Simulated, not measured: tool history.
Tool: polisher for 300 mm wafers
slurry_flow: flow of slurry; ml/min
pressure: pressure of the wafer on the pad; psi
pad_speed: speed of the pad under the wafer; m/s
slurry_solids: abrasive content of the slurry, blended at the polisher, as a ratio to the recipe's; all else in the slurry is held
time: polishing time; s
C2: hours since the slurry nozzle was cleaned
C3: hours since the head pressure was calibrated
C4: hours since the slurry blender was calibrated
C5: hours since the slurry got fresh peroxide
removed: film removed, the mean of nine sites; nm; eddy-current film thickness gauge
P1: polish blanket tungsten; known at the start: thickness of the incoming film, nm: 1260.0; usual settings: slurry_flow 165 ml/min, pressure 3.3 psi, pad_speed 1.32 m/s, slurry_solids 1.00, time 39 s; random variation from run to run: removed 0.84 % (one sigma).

{"run": 1, "hour": 8.1, "slurry_flow": 165, "pressure": 3.3, "pad_speed": 1.32, "slurry_solids": 1.0, "time": 39, "wafers polished on this pad": 1034, "C2": 140.5, "C3": 330.5, "C4": 225.6, "C5": 119.4, "removed": 251.44}
{"run": 2, "hour": 18.4, "slurry_flow": 165, "pressure": 3.3, "pad_speed": 1.32, "slurry_solids": 1.0, "time": 39, "wafers polished on this pad": 1179, "C2": 150.8, "C3": 340.8, "C4": 235.9, "C5": 129.7, "removed": 252.75}
{"run": 3, "hour": 26.5, "slurry_flow": 165, "pressure": 3.3, "pad_speed": 1.32, "slurry_solids": 1.0, "time": 20, "wafers polished on this pad": 1293, "C2": 158.9, "C3": 348.9, "C4": 244.0, "C5": 137.8, "removed": 127.84}
{"run": 4, "hour": 38.3, "slurry_flow": 165, "pressure": 5.0, "pad_speed": 1.32, "slurry_solids": 1.0, "time": 39, "wafers polished on this pad": 1458, "C2": 170.7, "C3": 360.7, "C4": 255.8, "C5": 149.6, "removed": 378.7}
{"hour": 39.8, "done": "worn pad replaced by a new one"}
{"run": 5, "hour": 50.3, "slurry_flow": 165, "pressure": 2.0, "pad_speed": 1.32, "slurry_solids": 1.0, "time": 39, "wafers polished on this pad": 148, "C2": 182.7, "C3": 372.7, "C4": 267.8, "C5": 161.6, "removed": 153.46}
{"run": 6, "hour": 63.6, "slurry_flow": 165, "pressure": 3.3, "pad_speed": 1.32, "slurry_solids": 1.0, "time": 39, "wafers polished on this pad": 335, "C2": 196.0, "C3": 386.0, "C4": 281.1, "C5": 174.9, "removed": 253.49}
{"run": 7, "hour": 71.8, "slurry_flow": 165, "pressure": 3.3, "pad_speed": 1.32, "slurry_solids": 1.0, "time": 39, "wafers polished on this pad": 450, "C2": 204.2, "C3": 394.2, "C4": 289.3, "C5": 183.1, "removed": 250.87}
{"hour": 71.9, "done": "slurry tank refilled with fresh slurry and peroxide"}
{"run": 8, "hour": 83.2, "slurry_flow": 165, "pressure": 3.3, "pad_speed": 1.32, "slurry_solids": 1.0, "time": 39, "wafers polished on this pad": 610, "C2": 215.6, "C3": 405.6, "C4": 300.7, "C5": 11.3, "removed": 254.99}
{"run": 9, "hour": 97.5, "slurry_flow": 245, "pressure": 3.3, "pad_speed": 1.32, "slurry_solids": 1.0, "time": 39, "wafers polished on this pad": 811, "C2": 229.9, "C3": 419.9, "C4": 315.0, "C5": 25.6, "removed": 262.5}
{"run": 10, "hour": 106.4, "slurry_flow": 100, "pressure": 3.3, "pad_speed": 1.32, "slurry_solids": 1.0, "time": 39, "wafers polished on this pad": 936, "C2": 238.8, "C3": 428.8, "C4": 323.9, "C5": 34.5, "removed": 229.42}
{"run": 11, "hour": 117.5, "slurry_flow": 100, "pressure": 3.3, "pad_speed": 1.32, "slurry_solids": 1.0, "time": 19, "wafers polished on this pad": 1092, "C2": 249.9, "C3": 439.9, "C4": 335.0, "C5": 45.6, "removed": 110.91}
{"run": 12, "hour": 132.3, "slurry_flow": 165, "pressure": 3.3, "pad_speed": 1.32, "slurry_solids": 1.0, "time": 39, "wafers polished on this pad": 1300, "C2": 264.7, "C3": 454.7, "C4": 349.8, "C5": 60.4, "removed": 251.13}
{"hour": 133.9, "done": "slurry blender recalibrated"}
{"run": 13, "hour": 144.4, "slurry_flow": 165, "pressure": 3.3, "pad_speed": 1.32, "slurry_solids": 1.3, "time": 39, "wafers polished on this pad": 1471, "C2": 276.8, "C3": 466.8, "C4": 10.6, "C5": 72.5, "removed": 267.67}
{"run": 14, "hour": 157.3, "slurry_flow": 165, "pressure": 3.3, "pad_speed": 1.32, "slurry_solids": 1.0, "time": 57, "wafers polished on this pad": 1652, "C2": 289.7, "C3": 479.7, "C4": 23.5, "C5": 85.4, "removed": 370.66}
{"run": 15, "hour": 165.1, "slurry_flow": 165, "pressure": 3.3, "pad_speed": 0.66, "slurry_solids": 1.0, "time": 39, "wafers polished on this pad": 1761, "C2": 297.5, "C3": 487.5, "C4": 31.3, "C5": 93.2, "removed": 125.57}
{"run": 16, "hour": 175.4, "slurry_flow": 165, "pressure": 3.3, "pad_speed": 2.04, "slurry_solids": 1.0, "time": 39, "wafers polished on this pad": 1906, "C2": 307.8, "C3": 497.8, "C4": 41.6, "C5": 103.5, "removed": 387.63}
{"run": 17, "hour": 191.9, "slurry_flow": 165, "pressure": 3.3, "pad_speed": 1.32, "slurry_solids": 1.0, "time": 39, "wafers polished on this pad": 2138, "C2": 324.3, "C3": 514.3, "C4": 58.1, "C5": 120.0, "removed": 249.73}
{"run": 18, "hour": 204.7, "slurry_flow": 165, "pressure": 3.3, "pad_speed": 1.32, "slurry_solids": 0.55, "time": 39, "wafers polished on this pad": 2318, "C2": 337.1, "C3": 527.1, "C4": 70.9, "C5": 132.8, "removed": 220.89}
{"run": 19, "hour": 220.8, "slurry_flow": 165, "pressure": 3.3, "pad_speed": 1.32, "slurry_solids": 1.0, "time": 39, "wafers polished on this pad": 2544, "C2": 353.2, "C3": 543.2, "C4": 87.0, "C5": 148.9, "removed": 250.07}
{"run": 20, "hour": 235.4, "slurry_flow": 165, "pressure": 3.3, "pad_speed": 1.32, "slurry_solids": 1.0, "time": 39, "wafers polished on this pad": 2749, "C2": 367.8, "C3": 557.8, "C4": 101.6, "C5": 163.5, "removed": 238.74}
{"run": 21, "hour": 243.1, "slurry_flow": 165, "pressure": 3.3, "pad_speed": 1.32, "slurry_solids": 1.0, "time": 39, "wafers polished on this pad": 2858, "C2": 375.5, "C3": 565.5, "C4": 109.3, "C5": 171.2, "removed": 231.66}
{"hour": 244.6, "done": "worn pad replaced by a new one"}
{"hour": 252.1, "done": "slurry blender recalibrated"}
{"run": 22, "hour": 254.1, "slurry_flow": 165, "pressure": 3.3, "pad_speed": 1.32, "slurry_solids": 1.0, "time": 39, "wafers polished on this pad": 133, "C2": 386.5, "C3": 576.5, "C4": 2.0, "C5": 182.2, "removed": 231.48}
{"hour": 257.8, "done": "slurry tank refilled with fresh slurry and peroxide"}
{"run": 23, "hour": 262.7, "slurry_flow": 165, "pressure": 3.3, "pad_speed": 1.32, "slurry_solids": 1.0, "time": 39, "wafers polished on this pad": 254, "C2": 395.1, "C3": 585.1, "C4": 10.6, "C5": 4.9, "removed": 234.98}

Forecast run 24:
{"run": 24, "hour": 270.6, "slurry_flow": 165, "pressure": 3.3, "pad_speed": 1.32, "slurry_solids": 1.0, "time": 39, "wafers polished on this pad": 365, "C2": 403.0, "C3": 593.0, "C4": 18.5, "C5": 12.8, "removed": "?"}

Run 24 gave removed 227.71 nm.
